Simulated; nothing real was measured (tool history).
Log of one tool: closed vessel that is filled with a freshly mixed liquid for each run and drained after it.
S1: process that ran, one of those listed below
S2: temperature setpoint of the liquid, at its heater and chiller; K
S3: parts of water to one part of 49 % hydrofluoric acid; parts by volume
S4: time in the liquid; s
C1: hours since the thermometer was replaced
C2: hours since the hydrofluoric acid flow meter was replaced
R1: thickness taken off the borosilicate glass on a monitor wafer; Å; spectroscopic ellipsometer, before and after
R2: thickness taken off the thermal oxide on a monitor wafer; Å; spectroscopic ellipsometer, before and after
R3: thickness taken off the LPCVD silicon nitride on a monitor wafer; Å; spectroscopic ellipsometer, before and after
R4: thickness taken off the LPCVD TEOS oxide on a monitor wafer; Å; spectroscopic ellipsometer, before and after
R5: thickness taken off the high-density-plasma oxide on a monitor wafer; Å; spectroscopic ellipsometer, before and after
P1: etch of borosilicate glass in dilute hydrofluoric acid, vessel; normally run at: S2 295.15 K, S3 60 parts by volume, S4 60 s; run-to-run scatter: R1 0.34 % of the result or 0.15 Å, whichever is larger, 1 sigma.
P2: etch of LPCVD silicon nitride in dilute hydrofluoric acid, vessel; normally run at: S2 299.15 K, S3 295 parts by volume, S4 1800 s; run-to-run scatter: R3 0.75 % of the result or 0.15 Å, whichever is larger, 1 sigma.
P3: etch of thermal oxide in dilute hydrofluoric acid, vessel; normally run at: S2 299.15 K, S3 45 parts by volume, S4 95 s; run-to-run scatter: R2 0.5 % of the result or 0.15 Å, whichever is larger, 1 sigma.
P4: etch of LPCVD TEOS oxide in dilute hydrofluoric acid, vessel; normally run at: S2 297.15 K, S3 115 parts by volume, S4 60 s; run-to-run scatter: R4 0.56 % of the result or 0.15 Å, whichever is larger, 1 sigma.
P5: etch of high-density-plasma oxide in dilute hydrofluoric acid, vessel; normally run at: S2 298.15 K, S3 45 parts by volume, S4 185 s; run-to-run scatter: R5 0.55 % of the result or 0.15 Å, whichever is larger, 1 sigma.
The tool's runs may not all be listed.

| run | hour | S1 | S2 | S3 | S4 | C1 | C2 | R1 | R2 | R3 | R4 | R5 |
|---|---|---|---|---|---|---|---|---|---|---|---|---|
| 1 | 7 | P1 | 295.15 | 60 | 60 | 666 | 908.5 | 224.05 |  |  |  |  |
| 2 | 13.4 | P3 | 299.15 | 45 | 95 | 672.4 | 914.9 |  | 113.62 |  |  |  |
| 3 | 23.9 | P2 | 303.65 | 295 | 1800 | 682.9 | 925.4 |  |  | 48.165 |  |  |
| 4 | 30.2 | P3 | 299.15 | 45 | 95 | 689.2 | 931.7 |  | 112.44 |  |  |  |
| 5 | 42.8 | P3 | 291.15 | 45 | 95 | 701.8 | 944.3 |  | 80.833 |  |  |  |
| 6 | 48.7 | P1 | 295.15 | 60 | 60 | 707.7 | 950.2 | 224.89 |  |  |  |  |
| 7 | 57.6 | P1 | 290.15 | 60 | 60 | 716.6 | 959.1 | 181.83 |  |  |  |  |
|  | 58.1 | hydrofluoric acid flow meter replaced |
| 8 | 65.6 | P1 | 295.15 | 60 | 60 | 724.6 | 7.5 | 224.92 |  |  |  |  |
| 9 | 73.3 | P2 | 299.15 | 295 | 1800 | 732.3 | 15.2 |  |  | 37.022 |  |  |
|  | 74.4 | thermometer replaced |
| 10 | 80.7 | P1 | 295.15 | 60 | 30 | 6.3 | 22.6 | 112.82 |  |  |  |  |
| 11 | 91.1 | P1 | 295.15 | 60 | 60 | 16.7 | 33 | 224.7 |  |  |  |  |
| 12 | 102.4 | P1 | 298.65 | 60 | 60 | 28 | 44.3 | 260.59 |  |  |  |  |
| 13 | 109.2 | P1 | 295.15 | 25 | 60 | 34.8 | 51.1 | 566.7 |  |  |  |  |
| 14 | 115.3 | P4 | 297.15 | 115 | 60 | 40.9 | 57.2 |  |  |  | 123.1 |  |
| 15 | 123.1 | P2 | 299.15 | 545 | 1800 | 48.7 | 65 |  |  | 19.91 |  |  |
| 16 | 132.7 | P2 | 299.15 | 295 | 3560 | 58.3 | 74.6 |  |  | 73.519 |  |  |
| 17 | 142.6 | P1 | 295.15 | 110 | 60 | 68.2 | 84.5 | 115.45 |  |  |  |  |
| 18 | 156.2 | P1 | 295.15 | 30 | 30 | 81.8 | 98.1 | 233.32 |  |  |  |  |
| 19 | 169.2 | P4 | 304.65 | 115 | 60 | 94.8 | 111.1 |  |  |  | 162.63 |  |
| 20 | 176 | P5 | 306.65 | 45 | 185 | 101.6 | 117.9 |  |  |  |  | 516.42 |
| 21 | 188.9 | P1 | 295.15 | 60 | 60 | 114.5 | 130.8 | 224.5 |  |  |  |  |
| 22 | 201.3 | P4 | 297.15 | 45 | 60 | 126.9 | 143.2 |  |  |  | 341.14 |  |
| 23 | 209.5 | P5 | 298.15 | 75 | 185 | 135.1 | 151.4 |  |  |  |  | 211.04 |
| 24 | 219.2 | P4 | 297.15 | 115 | 60 | 144.8 | 161.1 |  |  |  | 123.08 |  |
| 25 | 226.9 | P2 | 299.15 | 295 | 1800 | 152.5 | 168.8 |  |  | 37.435 |  |  |
| 26 | 236.2 | P3 | 299.15 | 45 | 40 | 161.8 | 178.1 |  | 47.422 |  |  |  |
| 27 | 244.5 | P5 | 298.15 | 45 | 280 | 170.1 | 186.4 |  |  |  |  | 554.19 |
| 28 | 251 | P5 | 298.15 | 45 | 185 | 176.6 | 192.9 |  |  |  |  | 366.32 |
| 29 | 262.9 | P1 | 295.15 | 60 | 95 | 188.5 | 204.8 | 355.78 |  |  |  |  |
| 30 | 271.4 | P1 | 295.15 | 60 | 60 | 197 | 213.3 | 225.88 |  |  |  |  |
| 31 | 283.3 | P1 | 299.15 | 60 | 85 | 208.9 | 225.2 | 372.93 |  |  |  |  |
| 32 | 290.7 | P3 | 299.15 | 65 | 95 | 216.3 | 232.6 |  | 76.488 |  |  |  |
| 33 | 300.1 | P4 | 297.15 | 115 | 115 | 225.7 | 242 |  |  |  | 233.72 |  |
| 34 | 313.1 | P1 | 295.15 | 60 | 60 | 238.7 | 255 | 224.32 |  |  |  |  |
| 35 | 321.4 | P1 | 295.15 | 60 | 60 | 247 | 263.3 | 233.08 |  |  |  |  |

Forecast run 36:
| 36 | 329.9 | P1 | 295.15 | 60 | 60 | 255.5 | 271.8 | ? |  |  |  |  |

R1: 238.39 Å
